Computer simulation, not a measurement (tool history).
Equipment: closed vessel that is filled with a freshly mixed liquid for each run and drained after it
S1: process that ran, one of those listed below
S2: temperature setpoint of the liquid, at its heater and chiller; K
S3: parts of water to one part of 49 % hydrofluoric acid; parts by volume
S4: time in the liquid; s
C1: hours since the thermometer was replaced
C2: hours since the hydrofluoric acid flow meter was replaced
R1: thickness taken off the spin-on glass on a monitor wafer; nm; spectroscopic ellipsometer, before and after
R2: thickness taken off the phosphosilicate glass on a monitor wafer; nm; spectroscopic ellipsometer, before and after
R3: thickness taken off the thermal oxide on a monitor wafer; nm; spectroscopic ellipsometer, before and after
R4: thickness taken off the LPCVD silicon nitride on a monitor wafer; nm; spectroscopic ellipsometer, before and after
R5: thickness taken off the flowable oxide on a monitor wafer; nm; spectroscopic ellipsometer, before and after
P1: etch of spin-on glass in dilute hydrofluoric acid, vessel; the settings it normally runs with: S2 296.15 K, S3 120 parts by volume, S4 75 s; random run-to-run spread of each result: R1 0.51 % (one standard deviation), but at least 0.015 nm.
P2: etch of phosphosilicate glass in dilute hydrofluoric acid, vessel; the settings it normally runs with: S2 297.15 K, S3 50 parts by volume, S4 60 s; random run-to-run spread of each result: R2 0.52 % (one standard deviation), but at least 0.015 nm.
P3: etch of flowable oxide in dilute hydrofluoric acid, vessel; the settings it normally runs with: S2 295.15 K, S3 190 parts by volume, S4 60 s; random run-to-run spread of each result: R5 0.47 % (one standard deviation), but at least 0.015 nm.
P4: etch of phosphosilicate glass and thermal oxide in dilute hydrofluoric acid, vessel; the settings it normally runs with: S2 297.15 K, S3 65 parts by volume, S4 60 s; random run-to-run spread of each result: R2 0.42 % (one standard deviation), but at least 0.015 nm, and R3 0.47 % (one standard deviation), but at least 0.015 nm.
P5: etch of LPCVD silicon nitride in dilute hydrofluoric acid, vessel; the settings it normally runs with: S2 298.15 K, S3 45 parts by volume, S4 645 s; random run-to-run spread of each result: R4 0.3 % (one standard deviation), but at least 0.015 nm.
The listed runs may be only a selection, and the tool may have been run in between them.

{"run": 1, "day": 0.358, "S1": "P1", "S2": 296.15, "S3": 120, "S4": 75, "C1": 934.2, "C2": 790.5, "R1": 24.724}
{"run": 2, "day": 0.717, "S1": "P4", "S2": 290.15, "S3": 65, "S4": 60, "C1": 942.8, "C2": 799.1, "R2": 57.516, "R3": 3.3715}
{"run": 3, "day": 1.0, "S1": "P5", "S2": 298.15, "S3": 45, "S4": 280, "C1": 949.6, "C2": 805.9, "R4": 3.4408}
{"run": 4, "day": 1.346, "S1": "P4", "S2": 297.15, "S3": 105, "S4": 60, "C1": 957.9, "C2": 814.2, "R2": 45.405, "R3": 2.6615}
{"run": 5, "day": 1.746, "S1": "P4", "S2": 297.15, "S3": 65, "S4": 110, "C1": 967.5, "C2": 823.8, "R2": 141.77, "R3": 8.2862}
{"run": 6, "day": 2.079, "S1": "P5", "S2": 298.15, "S3": 45, "S4": 645, "C1": 975.5, "C2": 831.8, "R4": 7.9838}
{"run": 7, "day": 2.442, "S1": "P3", "S2": 295.15, "S3": 190, "S4": 60, "C1": 984.2, "C2": 840.5, "R5": 9.6328}
{"run": 8, "day": 2.883, "S1": "P1", "S2": 290.15, "S3": 120, "S4": 75, "C1": 994.8, "C2": 851.1, "R1": 19.639}
{"run": 9, "day": 3.267, "S1": "P1", "S2": 296.15, "S3": 120, "S4": 75, "C1": 1004, "C2": 860.3, "R1": 24.773}
{"run": 10, "day": 3.667, "S1": "P5", "S2": 303.65, "S3": 45, "S4": 645, "C1": 1013.6, "C2": 869.9, "R4": 11.452}
{"run": 11, "day": 3.946, "S1": "P2", "S2": 292.65, "S3": 50, "S4": 60, "C1": 1020.3, "C2": 876.6, "R2": 111.46}
{"run": 12, "day": 4.188, "S1": "P3", "S2": 295.15, "S3": 340, "S4": 60, "C1": 1026.1, "C2": 882.4, "R5": 4.72}
{"run": 13, "day": 4.638, "S1": "P1", "S2": 292.65, "S3": 70, "S4": 75, "C1": 1036.9, "C2": 893.2, "R1": 39.786}
{"run": 14, "day": 4.988, "S1": "P2", "S2": 297.15, "S3": 80, "S4": 60, "C1": 1045.3, "C2": 901.6, "R2": 79.886}
{"run": 15, "day": 5.342, "S1": "P2", "S2": 297.15, "S3": 50, "S4": 60, "C1": 1053.8, "C2": 910.1, "R2": 134.11}
{"run": 16, "day": 5.612, "S1": "P1", "S2": 302.65, "S3": 120, "S4": 75, "C1": 1060.3, "C2": 916.6, "R1": 32.039}
{"run": 17, "day": 5.812, "S1": "P5", "S2": 298.15, "S3": 45, "S4": 645, "C1": 1065.1, "C2": 921.4, "R4": 8.0083}
{"run": 18, "day": 6.208, "S1": "P1", "S2": 296.15, "S3": 205, "S4": 75, "C1": 1074.6, "C2": 930.9, "R1": 13.404}
{"run": 19, "day": 6.633, "S1": "P1", "S2": 296.15, "S3": 120, "S4": 75, "C1": 1084.8, "C2": 941.1, "R1": 25.065}
{"run": 20, "day": 6.929, "S1": "P1", "S2": 291.65, "S3": 210, "S4": 75, "C1": 1091.9, "C2": 948.2, "R1": 10.823}
{"run": 21, "day": 7.296, "S1": "P4", "S2": 297.15, "S3": 65, "S4": 60, "C1": 1100.7, "C2": 957, "R2": 77.233, "R3": 4.449}
{"run": 22, "day": 7.604, "S1": "P1", "S2": 296.15, "S3": 120, "S4": 30, "C1": 1108.1, "C2": 964.4, "R1": 10.008}
{"run": 23, "day": 7.917, "S1": "P3", "S2": 300.65, "S3": 190, "S4": 60, "C1": 1115.6, "C2": 971.9, "R5": 11.855}

Run 24 is up next; what results do you expect?
{"run": 24, "day": 8.338, "S1": "P3", "S2": 295.15, "S3": 190, "S4": 85, "C1": 1125.7, "C2": 982, "R5": "?"}

{"run 24": {"R5": 13.583}}

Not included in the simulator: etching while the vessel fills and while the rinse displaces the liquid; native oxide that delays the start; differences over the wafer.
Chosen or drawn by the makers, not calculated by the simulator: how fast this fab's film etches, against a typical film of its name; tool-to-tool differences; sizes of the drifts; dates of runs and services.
